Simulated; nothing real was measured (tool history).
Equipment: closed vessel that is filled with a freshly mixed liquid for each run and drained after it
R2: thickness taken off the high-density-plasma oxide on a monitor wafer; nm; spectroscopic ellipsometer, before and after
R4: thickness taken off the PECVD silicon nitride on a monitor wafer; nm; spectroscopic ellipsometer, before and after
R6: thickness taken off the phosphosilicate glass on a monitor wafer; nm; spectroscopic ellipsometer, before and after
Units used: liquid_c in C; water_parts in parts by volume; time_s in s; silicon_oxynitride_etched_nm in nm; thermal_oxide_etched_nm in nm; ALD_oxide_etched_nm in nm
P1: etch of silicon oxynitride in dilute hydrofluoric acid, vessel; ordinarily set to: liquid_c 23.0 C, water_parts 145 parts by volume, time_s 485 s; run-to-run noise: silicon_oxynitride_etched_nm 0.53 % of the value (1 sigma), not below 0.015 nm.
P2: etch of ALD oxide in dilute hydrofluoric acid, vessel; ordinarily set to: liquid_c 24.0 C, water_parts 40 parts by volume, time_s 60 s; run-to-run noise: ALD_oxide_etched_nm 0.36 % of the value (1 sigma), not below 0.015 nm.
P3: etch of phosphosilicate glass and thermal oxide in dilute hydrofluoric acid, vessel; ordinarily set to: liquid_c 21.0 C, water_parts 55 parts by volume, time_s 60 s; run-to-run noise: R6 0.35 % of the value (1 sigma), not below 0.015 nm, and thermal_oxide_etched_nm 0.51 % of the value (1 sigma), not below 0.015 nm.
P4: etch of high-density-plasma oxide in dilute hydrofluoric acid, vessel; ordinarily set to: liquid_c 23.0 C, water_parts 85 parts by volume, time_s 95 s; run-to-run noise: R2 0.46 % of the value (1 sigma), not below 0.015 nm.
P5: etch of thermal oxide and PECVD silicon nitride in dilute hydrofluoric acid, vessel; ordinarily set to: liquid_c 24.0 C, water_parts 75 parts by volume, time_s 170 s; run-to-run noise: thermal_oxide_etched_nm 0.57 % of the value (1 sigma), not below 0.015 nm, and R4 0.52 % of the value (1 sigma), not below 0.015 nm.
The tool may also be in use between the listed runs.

{"run": 1, "hour": 4.4, "process": "P1", "liquid_c": 23.0, "water_parts": 145, "time_s": 485, "silicon_oxynitride_etched_nm": 5.5969}
{"run": 2, "hour": 8.7, "process": "P1", "liquid_c": 17.0, "water_parts": 145, "time_s": 485, "silicon_oxynitride_etched_nm": 4.2344}
{"run": 3, "hour": 12.1, "process": "P4", "liquid_c": 23.0, "water_parts": 85, "time_s": 30, "R2": 1.7918}
{"run": 4, "hour": 17.6, "process": "P4", "liquid_c": 23.0, "water_parts": 85, "time_s": 95, "R2": 5.5691}
{"run": 5, "hour": 24.7, "process": "P5", "liquid_c": 17.0, "water_parts": 75, "time_s": 170, "thermal_oxide_etched_nm": 8.1958, "R4": 2.7198}
{"run": 6, "hour": 28.8, "process": "P4", "liquid_c": 23.0, "water_parts": 55, "time_s": 95, "R2": 8.965}
{"run": 7, "hour": 34.6, "process": "P5", "liquid_c": 24.0, "water_parts": 75, "time_s": 170, "thermal_oxide_etched_nm": 11.011, "R4": 4.3548}
{"run": 8, "hour": 40.0, "process": "P1", "liquid_c": 23.0, "water_parts": 145, "time_s": 485, "silicon_oxynitride_etched_nm": 5.6335}
{"run": 9, "hour": 46.9, "process": "P1", "liquid_c": 23.0, "water_parts": 145, "time_s": 485, "silicon_oxynitride_etched_nm": 5.6744}
{"run": 10, "hour": 53.4, "process": "P2", "liquid_c": 24.0, "water_parts": 40, "time_s": 60, "ALD_oxide_etched_nm": 16.735}
{"run": 11, "hour": 57.2, "process": "P1", "liquid_c": 23.0, "water_parts": 145, "time_s": 485, "silicon_oxynitride_etched_nm": 5.5973}
{"run": 12, "hour": 64.4, "process": "P3", "liquid_c": 21.0, "water_parts": 55, "time_s": 60, "thermal_oxide_etched_nm": 4.9503, "R6": 95.521}
{"run": 13, "hour": 67.9, "process": "P5", "liquid_c": 24.0, "water_parts": 30, "time_s": 170, "thermal_oxide_etched_nm": 29.163, "R4": 10.64}
{"run": 14, "hour": 74.4, "process": "P1", "liquid_c": 30.5, "water_parts": 145, "time_s": 485, "silicon_oxynitride_etched_nm": 7.8823}
{"run": 15, "hour": 79.0, "process": "P2", "liquid_c": 24.0, "water_parts": 40, "time_s": 60, "ALD_oxide_etched_nm": 16.741}
{"run": 16, "hour": 84.8, "process": "P5", "liquid_c": 24.0, "water_parts": 75, "time_s": 290, "thermal_oxide_etched_nm": 18.765, "R4": 7.4613}
{"run": 17, "hour": 89.0, "process": "P1", "liquid_c": 23.0, "water_parts": 145, "time_s": 485, "silicon_oxynitride_etched_nm": 5.6274}
{"run": 18, "hour": 94.7, "process": "P3", "liquid_c": 17.0, "water_parts": 55, "time_s": 60, "thermal_oxide_etched_nm": 4.1611, "R6": 80.705}
{"run": 19, "hour": 98.7, "process": "P4", "liquid_c": 30.0, "water_parts": 85, "time_s": 95, "R2": 7.3135}
{"run": 20, "hour": 103.4, "process": "P3", "liquid_c": 21.0, "water_parts": 55, "time_s": 95, "thermal_oxide_etched_nm": 7.7863, "R6": 152.03}
{"run": 21, "hour": 110.7, "process": "P1", "liquid_c": 23.0, "water_parts": 145, "time_s": 715, "silicon_oxynitride_etched_nm": 8.249}
{"run": 22, "hour": 116.8, "process": "P1", "liquid_c": 23.0, "water_parts": 145, "time_s": 485, "silicon_oxynitride_etched_nm": 5.6653}

The next listed run, before its measurement:
{"run": 23, "hour": 123.8, "process": "P1", "liquid_c": 27.0, "water_parts": 90, "time_s": 485, "silicon_oxynitride_etched_nm": "?"}

For run 23 the tool returned silicon_oxynitride_etched_nm 11.4050 nm.

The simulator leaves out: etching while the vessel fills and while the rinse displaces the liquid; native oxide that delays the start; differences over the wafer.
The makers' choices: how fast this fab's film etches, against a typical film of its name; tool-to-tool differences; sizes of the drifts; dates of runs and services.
